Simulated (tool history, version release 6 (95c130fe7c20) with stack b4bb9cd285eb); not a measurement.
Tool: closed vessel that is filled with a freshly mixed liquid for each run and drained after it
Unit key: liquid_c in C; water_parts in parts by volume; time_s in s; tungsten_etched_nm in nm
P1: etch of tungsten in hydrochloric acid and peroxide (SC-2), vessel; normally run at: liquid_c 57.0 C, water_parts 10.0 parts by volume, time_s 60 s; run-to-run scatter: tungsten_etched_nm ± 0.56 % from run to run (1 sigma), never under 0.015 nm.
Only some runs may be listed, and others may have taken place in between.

run,hour,liquid_c,water_parts,time_s,hours since the thermometer was replaced,hours since the chemicals flow meter was replaced,hours since the drum of peroxide was connected,tungsten_etched_nm
1,10.1,57.0,10.0,60,2333.3,310.9,956.8,34.066
2,21.8,57.0,10.0,60,2345.0,322.6,968.5,34.116
3,29.5,57.0,10.0,60,2352.7,330.3,976.2,33.680
4,37.1,57.0,10.0,30,2360.3,337.9,983.8,17.132
5,47.0,57.0,10.0,60,2370.2,347.8,993.7,33.979
6,63.5,57.0,17.5,60,2386.7,364.3,1010.2,20.882
7,75.0,57.0,10.0,100,2398.2,375.8,1021.7,56.774
8,82.5,66.0,10.0,60,2405.7,383.3,1029.2,59.687
9,94.9,57.0,10.0,60,2418.1,395.7,1041.6,33.749
# hour 103.0: thermometer replaced
10,110.0,49.5,10.0,30,7.1,410.8,1056.7,10.371
11,121.6,57.0,10.0,60,18.7,422.4,1068.3,33.868
12,132.4,41.0,10.0,60,29.5,433.2,1079.1,11.535
13,143.8,57.0,4.0,60,40.9,444.6,1090.5,67.659
14,157.6,57.0,10.0,60,54.7,458.4,1104.3,33.810
15,168.1,57.0,10.0,60,65.2,468.9,1114.8,33.305
16,177.3,57.0,10.0,60,74.4,478.1,1124.0,32.482
17,188.2,57.0,10.0,60,85.3,489.0,1134.9,32.130
18,197.6,57.0,10.0,60,94.7,498.4,1144.3,31.904
19,208.1,57.0,10.0,60,105.2,508.9,1154.8,31.941
20,222.6,57.0,10.0,60,119.7,523.4,1169.3,31.270
# hour 228.5: new drum of peroxide connected
21,231.8,57.0,10.0,60,128.9,532.6,3.4,31.285
22,245.9,57.0,10.0,60,143.0,546.7,17.5,31.468
23,256.8,57.0,10.0,60,153.9,557.6,28.4,31.498

Run 24, settings as shown, results not yet in. Your forecast:
24,264.9,57.0,10.0,60,162.0,565.7,36.5,?

tungsten_etched_nm: 31.277 nm
